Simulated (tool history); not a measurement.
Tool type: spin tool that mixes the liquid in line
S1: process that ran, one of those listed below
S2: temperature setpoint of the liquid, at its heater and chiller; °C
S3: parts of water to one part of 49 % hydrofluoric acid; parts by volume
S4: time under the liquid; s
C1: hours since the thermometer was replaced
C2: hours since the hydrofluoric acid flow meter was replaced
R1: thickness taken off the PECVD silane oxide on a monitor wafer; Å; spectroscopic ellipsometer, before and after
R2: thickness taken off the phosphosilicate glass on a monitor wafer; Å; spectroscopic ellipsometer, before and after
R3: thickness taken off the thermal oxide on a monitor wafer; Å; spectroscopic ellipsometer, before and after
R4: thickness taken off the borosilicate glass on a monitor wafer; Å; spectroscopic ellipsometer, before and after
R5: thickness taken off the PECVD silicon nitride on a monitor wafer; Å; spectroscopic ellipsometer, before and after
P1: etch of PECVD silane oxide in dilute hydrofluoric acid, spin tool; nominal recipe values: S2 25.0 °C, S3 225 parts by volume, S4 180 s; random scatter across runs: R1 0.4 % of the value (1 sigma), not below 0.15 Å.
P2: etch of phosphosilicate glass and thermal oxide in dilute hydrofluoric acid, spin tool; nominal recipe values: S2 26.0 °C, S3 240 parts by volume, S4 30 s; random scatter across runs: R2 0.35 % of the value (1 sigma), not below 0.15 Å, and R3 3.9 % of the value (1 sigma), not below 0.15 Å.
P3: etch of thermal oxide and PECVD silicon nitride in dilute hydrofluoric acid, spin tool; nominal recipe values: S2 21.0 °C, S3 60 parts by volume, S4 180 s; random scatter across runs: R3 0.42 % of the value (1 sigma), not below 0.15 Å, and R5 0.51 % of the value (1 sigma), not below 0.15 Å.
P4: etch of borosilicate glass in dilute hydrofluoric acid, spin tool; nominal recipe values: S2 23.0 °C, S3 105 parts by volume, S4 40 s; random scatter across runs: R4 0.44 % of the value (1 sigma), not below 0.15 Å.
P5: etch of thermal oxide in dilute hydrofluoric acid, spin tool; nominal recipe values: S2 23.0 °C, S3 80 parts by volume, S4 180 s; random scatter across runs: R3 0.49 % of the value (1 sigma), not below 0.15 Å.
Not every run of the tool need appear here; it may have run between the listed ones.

run   hour  S1    S2   S3   S4      C1     C2       R1       R2        R3      R4      R5
  1    7.5  P1  25.0  225  180  1201.7  167.0  108.920
  2   13.8  P2  31.0  240   30  1208.0  173.3           191.480    6.6775
  3   20.7  P4  23.0   35   40  1214.9  180.2                              405.49
  4   25.0  P1  25.0  225  180  1219.2  184.5  109.110
  5   32.9  P5  23.0  140  180  1227.1  192.4                     56.4010
  6   40.7  P3  21.0   25  180  1234.9  200.2                    336.2000          98.970
  7   48.8  P3  21.0   60  180  1243.0  208.3                    132.9700          41.662
  8   52.6  P4  23.0  105   75  1246.8  212.1                              234.11
  9   56.6  P1  19.0  395  180  1250.8  216.1   42.599
 10   64.5  P1  18.0  225  180  1258.7  224.0   83.552
 11   70.9  P2  26.0  400   30  1265.1  230.4            82.614    3.0803
 12   75.5  P1  25.0   70  180  1269.7  235.0  420.740
 13   79.2  P1  25.0  225  180  1273.4  238.7  108.750
 14   86.5  P1  25.0  225  285  1280.7  246.0  171.860
 15   93.4  P1  19.0  225  310  1287.6  252.9  151.260
 16  100.5  P2  26.0  240   50  1294.7  260.0           271.980    9.1877
 17  107.6  P3  17.0   60  180  1301.8  267.1                    112.4200          32.169
 18  115.0  P1  25.0  400  180  1309.2  274.5   51.564
 19  120.3  P4  23.0  105   40  1314.5  279.8                              123.74
 20  124.4  P5  23.0   80  180  1318.6  283.9                    106.6700
 21  130.3  P3  21.0   60  315  1324.5  289.8                    230.7600          72.499
 22  136.3  P5  26.5   80  180  1330.5  295.8                    121.5000
 23  140.7  P2  26.0  240   30  1334.9  300.2           162.930    5.8146
 24  145.6  P5  23.0   80  265  1339.8  305.1                    156.7300
 25  151.7  P4  17.5  105   40  1345.9  311.2                               98.88
 26  158.9  P1  29.0  225  180  1353.1  318.4  125.110
 27  163.9  P1  25.0  225  180  1358.1  323.4  109.660
 28  172.1  P1  25.0  225   40  1366.3  331.6   24.453
 29  178.0  P2  26.0  240   30  1372.2  337.5           161.430    5.9294
 30  183.3  P5  23.0   80  180  1377.5  342.8                    106.3900

Run 31 has not been measured yet. What should we expect?
 31  187.3  P3  21.0  60  180  1381.5  346.8           ?       ?

Run 31 produced R3 132.6300 Å, R5 41.754 Å.
